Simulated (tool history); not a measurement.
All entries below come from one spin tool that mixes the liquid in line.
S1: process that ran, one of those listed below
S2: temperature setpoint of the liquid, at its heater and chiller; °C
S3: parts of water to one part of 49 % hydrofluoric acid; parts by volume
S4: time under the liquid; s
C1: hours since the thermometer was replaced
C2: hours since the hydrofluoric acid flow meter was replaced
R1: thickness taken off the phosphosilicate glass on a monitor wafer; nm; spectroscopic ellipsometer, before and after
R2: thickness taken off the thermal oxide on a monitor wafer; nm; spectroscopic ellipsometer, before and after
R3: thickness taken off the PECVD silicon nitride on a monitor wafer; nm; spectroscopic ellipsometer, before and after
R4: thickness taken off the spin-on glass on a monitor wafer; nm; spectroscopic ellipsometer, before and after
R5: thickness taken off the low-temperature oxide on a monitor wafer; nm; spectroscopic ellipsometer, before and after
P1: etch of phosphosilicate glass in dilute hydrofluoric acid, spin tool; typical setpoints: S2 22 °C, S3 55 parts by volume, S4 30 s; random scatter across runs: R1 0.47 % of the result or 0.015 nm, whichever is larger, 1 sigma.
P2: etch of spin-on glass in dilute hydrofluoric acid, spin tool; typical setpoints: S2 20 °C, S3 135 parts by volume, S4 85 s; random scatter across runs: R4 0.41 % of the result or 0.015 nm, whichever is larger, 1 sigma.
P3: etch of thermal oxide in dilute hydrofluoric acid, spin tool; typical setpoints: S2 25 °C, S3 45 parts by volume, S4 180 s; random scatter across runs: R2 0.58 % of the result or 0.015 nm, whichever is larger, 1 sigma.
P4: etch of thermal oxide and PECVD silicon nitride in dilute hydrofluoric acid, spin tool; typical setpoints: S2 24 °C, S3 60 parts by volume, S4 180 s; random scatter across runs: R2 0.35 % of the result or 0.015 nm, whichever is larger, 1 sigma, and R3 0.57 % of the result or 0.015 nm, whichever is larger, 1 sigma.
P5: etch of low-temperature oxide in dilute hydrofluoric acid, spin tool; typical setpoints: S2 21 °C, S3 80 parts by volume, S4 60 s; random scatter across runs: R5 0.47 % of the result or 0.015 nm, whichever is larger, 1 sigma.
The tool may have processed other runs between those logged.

Run 1, hour 11.6: S1 P1, S2 22 °C, S3 55 parts by volume, S4 30 s; C1 349; C2 566.4. Result: R1 109.48 nm.
Run 2, hour 24.1: S1 P1, S2 26 °C, S3 55 parts by volume, S4 30 s; C1 361.5; C2 578.9. Result: R1 128.92 nm.
Run 3, hour 35.6: S1 P1, S2 22 °C, S3 90 parts by volume, S4 30 s; C1 373; C2 590.4. Result: R1 64.031 nm.
Run 4, hour 44.6: S1 P4, S2 31 °C, S3 60 parts by volume, S4 180 s; C1 382; C2 599.4. Result: R2 20.299 nm, R3 10.064 nm.
Run 5, hour 51.6: S1 P3, S2 29 °C, S3 45 parts by volume, S4 180 s; C1 389; C2 606.4. Result: R2 24.432 nm.
Run 6, hour 60.5: S1 P1, S2 17 °C, S3 55 parts by volume, S4 30 s; C1 397.9; C2 615.3. Result: R1 88.221 nm.
Run 7, hour 71.1: S1 P2, S2 20 °C, S3 135 parts by volume, S4 85 s; C1 408.5; C2 625.9. Result: R4 13.559 nm.
Run 8, hour 82.1: S1 P3, S2 25 °C, S3 80 parts by volume, S4 180 s; C1 419.5; C2 636.9. Result: R2 11.248 nm.
Run 9, hour 90.5: S1 P1, S2 17 °C, S3 55 parts by volume, S4 50 s; C1 427.9; C2 645.3. Result: R1 146.16 nm.
Run 10, hour 102.1: S1 P2, S2 26.5 °C, S3 135 parts by volume, S4 85 s; C1 439.5; C2 656.9. Result: R4 17.694 nm.
Run 11, hour 113.6: S1 P2, S2 20 °C, S3 135 parts by volume, S4 30 s; C1 451; C2 668.4. Result: R4 4.8605 nm.
Run 12, hour 127: S1 P4, S2 24 °C, S3 60 parts by volume, S4 180 s; C1 464.4; C2 681.8. Result: R2 15.376 nm, R3 6.3787 nm.
Run 13, hour 139: S1 P1, S2 22 °C, S3 55 parts by volume, S4 30 s; C1 476.4; C2 693.8. Result: R1 108.57 nm.
Run 14, hour 148.7: S1 P5, S2 21 °C, S3 30 parts by volume, S4 60 s; C1 486.1; C2 703.5. Result: R5 61.232 nm.
Run 15, hour 155: S1 P1, S2 22 °C, S3 55 parts by volume, S4 55 s; C1 492.4; C2 709.8. Result: R1 201.4 nm.
Run 16, hour 161.9: S1 P1, S2 22 °C, S3 20 parts by volume, S4 30 s; C1 499.3; C2 716.7. Result: R1 312.7 nm.
Run 17, hour 169.8: S1 P1, S2 22 °C, S3 55 parts by volume, S4 30 s; C1 507.2; C2 724.6. Result: R1 109.28 nm.
Run 18, hour 179: S1 P5, S2 21 °C, S3 80 parts by volume, S4 95 s; C1 516.4; C2 733.8. Result: R5 34.014 nm.
Run 19, hour 185.2: S1 P1, S2 22 °C, S3 55 parts by volume, S4 30 s; C1 522.6; C2 740. Result: R1 109.03 nm.
Run 20, hour 193.3: S1 P1, S2 22 °C, S3 55 parts by volume, S4 30 s; C1 530.7; C2 748.1. Result: R1 109.8 nm.
Run 21, hour 199.9: S1 P3, S2 25 °C, S3 45 parts by volume, S4 30 s; C1 537.3; C2 754.7. Result: R2 3.486 nm.

Forecast run 22:
Run 22, hour 211.8: S1 P3, S2 25 °C, S3 45 parts by volume, S4 180 s; C1 549.2; C2 766.6. Result: R2 ?.

{"run 22": {"R2": 20.899}}
